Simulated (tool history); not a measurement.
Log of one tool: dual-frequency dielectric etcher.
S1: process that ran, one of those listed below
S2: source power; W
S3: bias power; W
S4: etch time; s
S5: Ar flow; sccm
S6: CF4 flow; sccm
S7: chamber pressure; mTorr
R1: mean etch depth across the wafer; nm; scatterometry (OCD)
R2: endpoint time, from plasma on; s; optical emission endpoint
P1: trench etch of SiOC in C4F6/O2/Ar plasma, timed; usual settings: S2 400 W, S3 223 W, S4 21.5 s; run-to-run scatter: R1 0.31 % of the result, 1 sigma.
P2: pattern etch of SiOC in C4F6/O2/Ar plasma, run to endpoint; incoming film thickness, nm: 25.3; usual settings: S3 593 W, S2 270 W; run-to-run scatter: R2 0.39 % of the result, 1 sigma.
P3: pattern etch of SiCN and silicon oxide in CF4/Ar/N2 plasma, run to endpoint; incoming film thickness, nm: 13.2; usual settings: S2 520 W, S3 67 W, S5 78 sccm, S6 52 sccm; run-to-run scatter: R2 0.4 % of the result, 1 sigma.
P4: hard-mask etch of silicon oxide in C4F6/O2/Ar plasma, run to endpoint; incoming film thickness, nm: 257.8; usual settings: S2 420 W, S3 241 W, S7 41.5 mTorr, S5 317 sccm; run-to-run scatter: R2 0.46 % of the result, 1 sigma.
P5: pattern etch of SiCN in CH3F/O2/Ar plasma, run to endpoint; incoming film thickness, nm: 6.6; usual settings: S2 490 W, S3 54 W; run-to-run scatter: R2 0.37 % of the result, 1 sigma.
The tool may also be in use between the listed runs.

run   hour  S1   S2   S3    S4   S5  S6    S7      R1       R2
  1    5.7  P1  400  223  21.5                 48.236
  2   10.0  P2  270  593                                9.1142
  3   15.2  P1  400  223  12.0                 26.971
  4   19.8  P3  700   67         78  52                11.0870
  5   24.4  P1  400  223  21.5                 48.067
  6   28.2  P2  270  398                               10.6750
  7   32.5  P1  400  298  21.5                 53.155
  8   37.2  P1  400  223  21.5                 48.185
  9   41.0  P2  180  593                               10.5080
 10   45.7  P3  520   67         78  52                14.4420
 11   48.7  P1  400  223  21.5                 48.263
 12   51.9  P4  420  241        222      41.5          71.8720
 13   56.1  P1  400  162  21.5                 43.471
 14   62.0  P4  420  241        317      41.5          74.7020
 15   68.1  P1  400  223  32.0                 71.408
 16   71.1  P3  520   48         78  52                16.1350
 17   75.0  P3  520   67         78  52                14.4710
 18   79.6  P4  420  330        317      41.5          66.8350
 19   83.0  P4  420  241        317      55.0          77.5890
 20   88.5  P3  520   67         78  73                13.7500
 21   93.0  P1  400  223  21.5                 47.864
 22   96.9  P4  420  241        317      41.5          74.3340
 23  100.1  P3  520   67        100  52                15.1020
 24  102.8  P5  490   54                               17.9550
     104.9  -- bias power generator calibrated
 25  106.1  P5  690   54                               15.6340
 26  111.0  P1  560  223  14.0                 35.655
 27  115.9  P1  400  223  21.5                 48.079
 28  118.6  P1  260  223  21.5                 40.934
 29  124.5  P2  270  593                                9.1440
 30  127.9  P4  330  241        317      41.5          81.4850
 31  133.3  P1  510  223  21.5                 53.010
 32  137.2  P5  490   71                               16.3750
 33  142.0  P1  400  223  21.5                 48.104
 34  146.7  P1  400  223  21.5                 48.333
 35  151.3  P1  400  223  21.5                 48.544
 36  155.6  P1  400  223  21.5                 48.720
 37  160.4  P1  400  223  21.5                 48.669
     163.4  -- wet clean of the chamber
 38  165.0  P1  400  223  21.5                 49.109
 39  169.3  P1  400  223  21.5                 49.168
 40  173.2  P1  400  223  21.5                 48.950
 41  177.3  P1  400  223  21.5                 48.925
 42  182.8  P1  400  223  21.5                 48.919
 43  186.1  P1  400  223  21.5                 48.815

What P1 gives has crept away from where it was. These 2 causes fit the log equally well, each at the size given:
A: bias power that arrives over what is set, % = 4.8
B: source power that arrives over what is set, % = 4.13
The creep began at about hour 142.0.
Why every other cause is out:
chamber walls in a state that raises the etch rate, %: serviced at hour 163.4, which brought nothing back

4 check runs are offered, each on 2 wafers whose results are averaged, their results left as question marks. Which one tells the causes apart?
check 1  189.4  P2  210  415                          ?
check 2  189.4  P3  520   67       78  67             ?
check 3  189.4  P5  650   54                          ?
check 4  189.4  P4  330  296      317      41.5       ?

What each check would give under each cause:
  check  result     if A     if B
check 1      R2  11.2760  11.3070
check 2      R2  13.7260  13.4410
check 3      R2  15.7390  15.7260
check 4      R2  74.8390  74.9360
How far apart the two closest causes lie, in the result that separates them most: check 1 0.27 %; check 2 2.1 %; check 3 0.08 %; check 4 0.13 %
Check 2 tells the causes apart: in the others they would give nearly the same result.

Check 2 was then run and gave: R2 13.4280 s. Which cause is it?

It is B: source power that arrives over what is set, %.

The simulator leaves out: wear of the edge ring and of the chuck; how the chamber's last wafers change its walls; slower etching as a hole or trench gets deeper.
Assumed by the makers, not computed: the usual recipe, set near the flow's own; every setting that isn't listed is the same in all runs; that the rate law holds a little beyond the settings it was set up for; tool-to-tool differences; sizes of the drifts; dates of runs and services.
